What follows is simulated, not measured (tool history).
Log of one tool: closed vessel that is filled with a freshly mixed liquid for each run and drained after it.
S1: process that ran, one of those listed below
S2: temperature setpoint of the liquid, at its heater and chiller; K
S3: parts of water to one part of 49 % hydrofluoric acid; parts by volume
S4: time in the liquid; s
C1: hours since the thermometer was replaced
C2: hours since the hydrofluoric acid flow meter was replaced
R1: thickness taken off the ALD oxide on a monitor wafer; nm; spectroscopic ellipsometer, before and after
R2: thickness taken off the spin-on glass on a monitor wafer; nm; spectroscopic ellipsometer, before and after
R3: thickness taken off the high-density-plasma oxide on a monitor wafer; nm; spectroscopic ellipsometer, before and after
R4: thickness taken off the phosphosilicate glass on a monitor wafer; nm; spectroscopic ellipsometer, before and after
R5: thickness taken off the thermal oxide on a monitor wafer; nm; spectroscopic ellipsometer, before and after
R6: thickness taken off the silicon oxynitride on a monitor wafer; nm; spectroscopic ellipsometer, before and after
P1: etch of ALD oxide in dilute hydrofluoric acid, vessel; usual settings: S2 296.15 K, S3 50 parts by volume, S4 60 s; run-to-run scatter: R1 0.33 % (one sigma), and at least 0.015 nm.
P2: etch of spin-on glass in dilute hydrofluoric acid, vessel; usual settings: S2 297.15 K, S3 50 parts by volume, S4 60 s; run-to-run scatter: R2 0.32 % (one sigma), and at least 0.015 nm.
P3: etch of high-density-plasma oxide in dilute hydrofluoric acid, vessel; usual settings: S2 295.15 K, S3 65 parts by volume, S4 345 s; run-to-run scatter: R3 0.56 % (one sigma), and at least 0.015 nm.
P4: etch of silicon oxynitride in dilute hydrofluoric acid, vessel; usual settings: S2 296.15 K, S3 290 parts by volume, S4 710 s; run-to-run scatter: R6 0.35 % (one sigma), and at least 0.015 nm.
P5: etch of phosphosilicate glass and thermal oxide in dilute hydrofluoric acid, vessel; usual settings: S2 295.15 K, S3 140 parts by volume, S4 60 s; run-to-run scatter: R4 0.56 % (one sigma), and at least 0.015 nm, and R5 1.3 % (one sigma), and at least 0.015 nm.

Run 1, hour 6.4: S1 P1, S2 296.15 K, S3 50 parts by volume, S4 60 s; C1 695.5; C2 152.6. Result: R1 24.034 nm.
Run 2, hour 13.2: S1 P2, S2 290.15 K, S3 50 parts by volume, S4 60 s; C1 702.3; C2 159.4. Result: R2 37.128 nm.
Run 3, hour 17.9: S1 P3, S2 295.15 K, S3 65 parts by volume, S4 180 s; C1 707; C2 164.1. Result: R3 13.544 nm.
Run 4, hour 26.1: S1 P1, S2 296.15 K, S3 50 parts by volume, S4 30 s; C1 715.2; C2 172.3. Result: R1 11.981 nm.
Run 5, hour 33.5: S1 P5, S2 290.15 K, S3 140 parts by volume, S4 60 s; C1 722.6; C2 179.7. Result: R4 31.883 nm, R5 1.3878 nm.
Run 6, hour 40.5: S1 P3, S2 290.15 K, S3 65 parts by volume, S4 345 s; C1 729.6; C2 186.7. Result: R3 21.184 nm.
Run 7, hour 46.8: S1 P4, S2 296.15 K, S3 290 parts by volume, S4 710 s; C1 735.9; C2 193. Result: R6 7.4086 nm.
Run 8, hour 50.6: S1 P5, S2 295.15 K, S3 140 parts by volume, S4 60 s; C1 739.7; C2 196.8. Result: R4 38.908 nm, R5 1.7386 nm.
Run 9, hour 56.2: S1 P1, S2 296.15 K, S3 50 parts by volume, S4 105 s; C1 745.3; C2 202.4. Result: R1 42.065 nm.
Run 10, hour 62.3: S1 P1, S2 296.15 K, S3 30 parts by volume, S4 60 s; C1 751.4; C2 208.5. Result: R1 41.303 nm.
Run 11, hour 68.8: S1 P5, S2 295.15 K, S3 30 parts by volume, S4 60 s; C1 757.9; C2 215. Result: R4 208.95 nm, R5 9.2593 nm.
Run 12, hour 75.5: S1 P1, S2 300.65 K, S3 50 parts by volume, S4 60 s; C1 764.6; C2 221.7. Result: R1 28.703 nm.
Run 13, hour 83.3: S1 P1, S2 296.15 K, S3 50 parts by volume, S4 60 s; C1 772.4; C2 229.5. Result: R1 23.944 nm.
Run 14, hour 91.3: S1 P1, S2 296.15 K, S3 50 parts by volume, S4 60 s; C1 780.4; C2 237.5. Result: R1 24.104 nm.
Run 15, hour 96.7: S1 P4, S2 296.15 K, S3 290 parts by volume, S4 1270 s; C1 785.8; C2 242.9. Result: R6 13.268 nm.
Run 16, hour 102.1: S1 P5, S2 295.15 K, S3 140 parts by volume, S4 30 s; C1 791.2; C2 248.3. Result: R4 19.672 nm, R5 0.89069 nm.
Run 17, hour 106.9: S1 P1, S2 296.15 K, S3 50 parts by volume, S4 60 s; C1 796; C2 253.1. Result: R1 24.011 nm.
Run 18, hour 111.7: S1 P2, S2 297.15 K, S3 50 parts by volume, S4 60 s; C1 800.8; C2 257.9. Result: R2 50.106 nm.
Run 19, hour 118: S1 P1, S2 303.15 K, S3 50 parts by volume, S4 35 s; C1 807.1; C2 264.2. Result: R1 18.587 nm.
Run 20, hour 123.8: S1 P1, S2 296.15 K, S3 50 parts by volume, S4 60 s; C1 812.9; C2 270. Result: R1 24.077 nm.
Run 21, hour 128.6: S1 P4, S2 296.15 K, S3 290 parts by volume, S4 710 s; C1 817.7; C2 274.8. Result: R6 7.4433 nm.
Run 22, hour 134.7: S1 P1, S2 296.15 K, S3 70 parts by volume, S4 60 s; C1 823.8; C2 280.9. Result: R1 16.637 nm.
Run 23, hour 139: S1 P4, S2 304.15 K, S3 290 parts by volume, S4 710 s; C1 828.1; C2 285.2. Result: R6 10.21 nm.
Run 24, hour 145.7: S1 P3, S2 295.15 K, S3 65 parts by volume, S4 345 s; C1 834.8; C2 291.9. Result: R3 25.805 nm.
Run 25, hour 149.9: S1 P2, S2 297.15 K, S3 20 parts by volume, S4 60 s; C1 839; C2 296.1. Result: R2 130.25 nm.
Run 26, hour 155.8: S1 P1, S2 291.65 K, S3 50 parts by volume, S4 60 s; C1 844.9; C2 302. Result: R1 19.829 nm.
Run 27, hour 159.9: S1 P2, S2 297.15 K, S3 50 parts by volume, S4 30 s; C1 849; C2 306.1. Result: R2 24.989 nm.
Run 28, hour 164.3: S1 P3, S2 295.15 K, S3 100 parts by volume, S4 345 s; C1 853.4; C2 310.5. Result: R3 16.11 nm.
Run 29, hour 170.5: S1 P1, S2 290.15 K, S3 20 parts by volume, S4 60 s; C1 859.6; C2 316.7. Result: R1 47.981 nm.
Run 30, hour 175.5: S1 P5, S2 295.15 K, S3 140 parts by volume, S4 60 s; C1 864.6; C2 321.7. Result: R4 38.984 nm, R5 1.7395 nm.
Run 31, hour 180.3: S1 P4, S2 296.15 K, S3 470 parts by volume, S4 710 s; C1 869.4; C2 326.5. Result: R6 4.1154 nm.
Run 32, hour 186.1: S1 P1, S2 296.15 K, S3 50 parts by volume, S4 60 s; C1 875.2; C2 332.3. Result: R1 23.915 nm.
Run 33, hour 193.9: S1 P1, S2 296.15 K, S3 50 parts by volume, S4 60 s; C1 883; C2 340.1. Result: R1 25.151 nm.
Run 34, hour 199.3: S1 P1, S2 296.15 K, S3 50 parts by volume, S4 60 s; C1 888.4; C2 345.5. Result: R1 25.611 nm.

The next listed run, before its measurement:
Run 35, hour 203.2: S1 P1, S2 296.15 K, S3 50 parts by volume, S4 60 s; C1 892.3; C2 349.4. Result: R1 ?.

Run 35 gave R1 25.865 nm.
